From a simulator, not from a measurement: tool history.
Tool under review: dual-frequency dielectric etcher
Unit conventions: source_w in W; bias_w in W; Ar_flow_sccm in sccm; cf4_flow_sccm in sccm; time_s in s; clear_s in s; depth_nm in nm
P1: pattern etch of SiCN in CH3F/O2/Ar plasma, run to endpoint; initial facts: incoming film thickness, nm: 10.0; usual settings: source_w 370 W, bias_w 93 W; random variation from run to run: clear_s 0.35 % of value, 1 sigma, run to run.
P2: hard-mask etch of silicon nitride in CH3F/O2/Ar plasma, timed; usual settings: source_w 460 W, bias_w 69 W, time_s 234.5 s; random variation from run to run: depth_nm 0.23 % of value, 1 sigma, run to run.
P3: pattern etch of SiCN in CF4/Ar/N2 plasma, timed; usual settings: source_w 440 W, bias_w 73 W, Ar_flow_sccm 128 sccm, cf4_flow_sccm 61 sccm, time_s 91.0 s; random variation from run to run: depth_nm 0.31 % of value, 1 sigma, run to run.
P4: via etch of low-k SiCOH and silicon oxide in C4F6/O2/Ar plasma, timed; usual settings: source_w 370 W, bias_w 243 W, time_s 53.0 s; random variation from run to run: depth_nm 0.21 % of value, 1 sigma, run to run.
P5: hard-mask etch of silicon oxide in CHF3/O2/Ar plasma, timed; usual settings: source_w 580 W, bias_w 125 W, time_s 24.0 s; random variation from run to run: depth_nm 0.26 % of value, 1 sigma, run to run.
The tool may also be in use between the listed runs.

run	hour	process	source_w	bias_w	Ar_flow_sccm	cf4_flow_sccm	time_s	hours since the last wet clean	hours since the last source power generator calibration	hours since the last bias power generator calibration	clear_s	depth_nm
1	5.3	P1	370	93				399.7	2140.5	1305.4	25.068	
2	13.6	P1	370	115				408.0	2148.8	1313.7	22.995	
3	18.6	P3	440	73	128	61	91.0	413.0	2153.8	1318.7		71.257
4	22.7	P3	440	73	102	61	91.0	417.1	2157.9	1322.8		73.992
5	28.3	P5	580	125			24.0	422.7	2163.5	1328.4		43.803
6	33.0	P3	440	73	128	61	91.0	427.4	2168.2	1333.1		71.289
7	38.5	P1	370	93				432.9	2173.7	1338.6	24.871	
8	44.3	P5	580	173			24.0	438.7	2179.5	1344.4		48.454
9	49.0	P3	440	93	128	61	91.0	443.4	2184.2	1349.1		78.093
10	53.2	P3	540	73	128	61	91.0	447.6	2188.4	1353.3		84.515
11	60.5	P3	440	73	128	61	50.0	454.9	2195.7	1360.6		39.062
12	67.3	P5	730	125			24.0	461.7	2202.5	1367.4		47.842
13	74.7	P2	460	69			234.5	469.1	2209.9	1374.8		170.310
14	79.5	P1	370	63				473.9	2214.7	1379.6	28.524	
15	84.0	P4	370	243			53.0	478.4	2219.2	1384.1		153.340
16	91.2	P1	490	122				485.6	2226.4	1391.3	20.362	
17	99.5	P4	370	243			53.0	493.9	2234.7	1399.6		153.810
18	104.1	P1	290	93				498.5	2239.3	1404.2	27.275	
19	108.4	P2	280	69			234.5	502.8	2243.6	1408.5		140.550
20	114.8	P5	580	125			17.0	509.2	2250.0	1414.9		30.975
21	120.3	P1	370	93				514.7	2255.5	1420.4	24.818	
22	127.4	P3	440	73	128	86	91.0	521.8	2262.6	1427.5		75.019
# hour 133.1: wet clean of the chamber
23	134.0	P1	510	123				1.0	2269.2	1434.1	19.859	
24	141.1	P4	370	243			74.0	8.1	2276.3	1441.2		213.770
25	149.1	P2	460	69			234.5	16.1	2284.3	1449.2		169.430
26	154.1	P1	490	123				21.1	2289.3	1454.2	20.022	
27	158.1	P1	480	93				25.1	2293.3	1458.2	22.546	
28	164.7	P1	370	93				31.7	2299.9	1464.8	24.920	
29	169.6	P2	460	69			145.5	36.6	2304.8	1469.7		105.690
30	173.4	P4	370	164			53.0	40.4	2308.6	1473.5		134.430
31	178.6	P2	460	96			234.5	45.6	2313.8	1478.7		190.630
32	182.7	P4	510	243			53.0	49.7	2317.9	1482.8		173.610
33	189.4	P1	370	93				56.4	2324.6	1489.5	24.764	
34	193.8	P1	370	93				60.8	2329.0	1493.9	24.722	
35	199.5	P1	370	93				66.5	2334.7	1499.6	24.599	
36	205.9	P1	370	93				72.9	2341.1	1506.0	24.738	
37	213.4	P1	370	93				80.4	2348.6	1513.5	24.587	
# hour 215.5: wet clean of the chamber
38	217.9	P1	370	93				2.4	2353.1	1518.0	24.544	
39	225.9	P1	370	93				10.4	2361.1	1526.0	24.435	
40	232.5	P1	370	93				17.0	2367.7	1532.6	24.541	
41	239.4	P1	370	93				23.9	2374.6	1539.5	24.408	
42	245.4	P1	370	93				29.9	2380.6	1545.5	24.577	
43	249.2	P1	370	93				33.7	2384.4	1549.3	24.460	

The log shows P1 creeping away from where it was. Any of the 2 causes listed here, at the size stated for it, fits the log just as well as the others:
A: bias power that arrives over what is set, % = 4.81
B: source power that arrives over what is set, % = 4.88
The process output started creeping at around hour 189.4.
All other causes, with the reason each is excluded:
chamber walls in a state that raises the etch rate, %: serviced at hour 215.5, which brought nothing back

Of the 4 check runs listed below, each run on one wafer and each result written as a question mark, which would let you distinguish the listed causes because they would give clearly different results?
check 1	253.0	P5	580	125			24.0					?
check 2	253.0	P2	460	69			234.5					?
check 3	253.0	P3	440	73	128	61	91.0					?
check 4	253.0	P4	370	243			53.0					?

What every check run would give for each of its results, assuming each possible cause in turn:
check	result	if A	if B
check 1	depth_nm	44.321	44.496
check 2	depth_nm	172.770	173.170
check 3	depth_nm	72.448	74.210
check 4	depth_nm	155.600	155.960
Separation of the two closest causes in each check, using whichever result separates them best: check 1 0.39 %; check 2 0.23 %; check 3 2.4 %; check 4 0.23 %
Only check 3 tells the causes apart: in the others they would give nearly the same result.

Check 3 has now been run. It gave: depth_nm 74.289 nm. Which of the candidate causes is it?

The correct cause is B, namely: source power that arrives over what is set, %.
